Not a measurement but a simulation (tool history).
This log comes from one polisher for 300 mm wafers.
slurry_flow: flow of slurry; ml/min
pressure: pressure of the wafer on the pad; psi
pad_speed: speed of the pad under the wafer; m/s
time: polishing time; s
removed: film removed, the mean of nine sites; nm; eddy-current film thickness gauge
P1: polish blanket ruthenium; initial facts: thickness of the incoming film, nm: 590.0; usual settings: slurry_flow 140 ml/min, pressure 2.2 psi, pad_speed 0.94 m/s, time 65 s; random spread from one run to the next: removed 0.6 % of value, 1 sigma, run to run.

Run 1, hour 15.1: slurry_flow 140 ml/min, pressure 2.2 psi, pad_speed 0.94 m/s, time 65 s. Result: removed 66.603 nm.
Run 2, hour 24.9: slurry_flow 140 ml/min, pressure 2.2 psi, pad_speed 0.50 m/s, time 65 s. Result: removed 35.199 nm.
Run 3, hour 39.4: slurry_flow 140 ml/min, pressure 2.2 psi, pad_speed 0.94 m/s, time 65 s. Result: removed 66.535 nm.
Run 4, hour 52.4: slurry_flow 140 ml/min, pressure 3.2 psi, pad_speed 0.62 m/s, time 65 s. Result: removed 63.781 nm.
At hour 57.2: slurry nozzle cleaned.
Run 5, hour 60.6: slurry_flow 140 ml/min, pressure 1.2 psi, pad_speed 1.22 m/s, time 65 s. Result: removed 47.315 nm.
Run 6, hour 71.9: slurry_flow 140 ml/min, pressure 2.2 psi, pad_speed 0.94 m/s, time 29 s. Result: removed 29.875 nm.
Run 7, hour 83.4: slurry_flow 140 ml/min, pressure 2.2 psi, pad_speed 0.94 m/s, time 65 s. Result: removed 66.454 nm.
Run 8, hour 95.3: slurry_flow 140 ml/min, pressure 3.4 psi, pad_speed 0.94 m/s, time 65 s. Result: removed 102.170 nm.
Run 9, hour 106.9: slurry_flow 140 ml/min, pressure 1.2 psi, pad_speed 0.94 m/s, time 65 s. Result: removed 35.991 nm.
Run 10, hour 122.0: slurry_flow 140 ml/min, pressure 2.2 psi, pad_speed 0.94 m/s, time 100 s. Result: removed 102.210 nm.
Run 11, hour 139.6: slurry_flow 140 ml/min, pressure 2.2 psi, pad_speed 0.94 m/s, time 65 s. Result: removed 67.189 nm.
Run 12, hour 149.5: slurry_flow 140 ml/min, pressure 2.2 psi, pad_speed 1.40 m/s, time 65 s. Result: removed 99.584 nm.
Run 13, hour 167.1: slurry_flow 85 ml/min, pressure 2.2 psi, pad_speed 0.94 m/s, time 65 s. Result: removed 58.910 nm.
Run 14, hour 179.3: slurry_flow 140 ml/min, pressure 2.2 psi, pad_speed 0.94 m/s, time 65 s. Result: removed 66.736 nm.
Run 15, hour 187.4: slurry_flow 220 ml/min, pressure 2.2 psi, pad_speed 0.94 m/s, time 65 s. Result: removed 70.581 nm.
Run 16, hour 198.7: slurry_flow 140 ml/min, pressure 2.2 psi, pad_speed 0.94 m/s, time 65 s. Result: removed 66.835 nm.
Run 17, hour 210.9: slurry_flow 140 ml/min, pressure 2.2 psi, pad_speed 0.94 m/s, time 65 s. Result: removed 63.848 nm.
Run 18, hour 221.3: slurry_flow 140 ml/min, pressure 2.2 psi, pad_speed 0.94 m/s, time 65 s. Result: removed 62.247 nm.
At hour 226.5: worn pad replaced by a new one.
Run 19, hour 238.5: slurry_flow 140 ml/min, pressure 2.2 psi, pad_speed 0.94 m/s, time 65 s. Result: removed 61.337 nm.
Run 20, hour 247.9: slurry_flow 140 ml/min, pressure 2.2 psi, pad_speed 0.94 m/s, time 65 s. Result: removed 61.276 nm.
Run 21, hour 262.5: slurry_flow 140 ml/min, pressure 2.2 psi, pad_speed 0.94 m/s, time 65 s. Result: removed 60.814 nm.
Run 22, hour 272.0: slurry_flow 140 ml/min, pressure 2.2 psi, pad_speed 0.94 m/s, time 65 s. Result: removed 60.799 nm.

P1 has crept away from where it was. The log is fitted equally well by each of these 2 causes, at the sizes shown:
A: head's pressure below its setpoint, % = 8.41
B: slurry flow missing at the pad, % = 32.9
The drift started at roughly hour 198.7.
The rest of the possible causes, and what rules out each one:
removal rate lost through wear of the pad, %: serviced at hour 226.5, which brought nothing back

Consider the 4 check runs below, whose results appear as question marks and each of which averages 5 wafers. Which one distinguishes the causes, in that each cause would give it a clearly different result?
Run check 1, hour 281.5: slurry_flow 140 ml/min, pressure 2.2 psi, pad_speed 0.52 m/s, time 30 s. Result: removed ?.
Run check 2, hour 281.5: slurry_flow 140 ml/min, pressure 2.2 psi, pad_speed 1.18 m/s, time 48 s. Result: removed ?.
Run check 3, hour 281.5: slurry_flow 140 ml/min, pressure 2.2 psi, pad_speed 1.38 m/s, time 82 s. Result: removed ?.
Run check 4, hour 281.5: slurry_flow 190 ml/min, pressure 3.1 psi, pad_speed 0.94 m/s, time 65 s. Result: removed ?.

If the cause were each of the candidates in turn, the checks would give the following:
  check   result     if A     if B
check 1  removed   15.579   15.579
check 2  removed   56.565   56.565
check 3  removed  113.010  113.010
check 4  removed   90.267   92.213
Per-check spread between the two closest causes, in the result where they differ most: check 1 0 %; check 2 0 %; check 3 0 %; check 4 2.13 %
Check 4 is the one run that separates the causes; every other check would come out nearly the same whichever cause is at work.

Check 4 has now been run. It gave: removed 90.361 nm. Which of the candidate causes is it?

It is A: head's pressure below its setpoint, %.
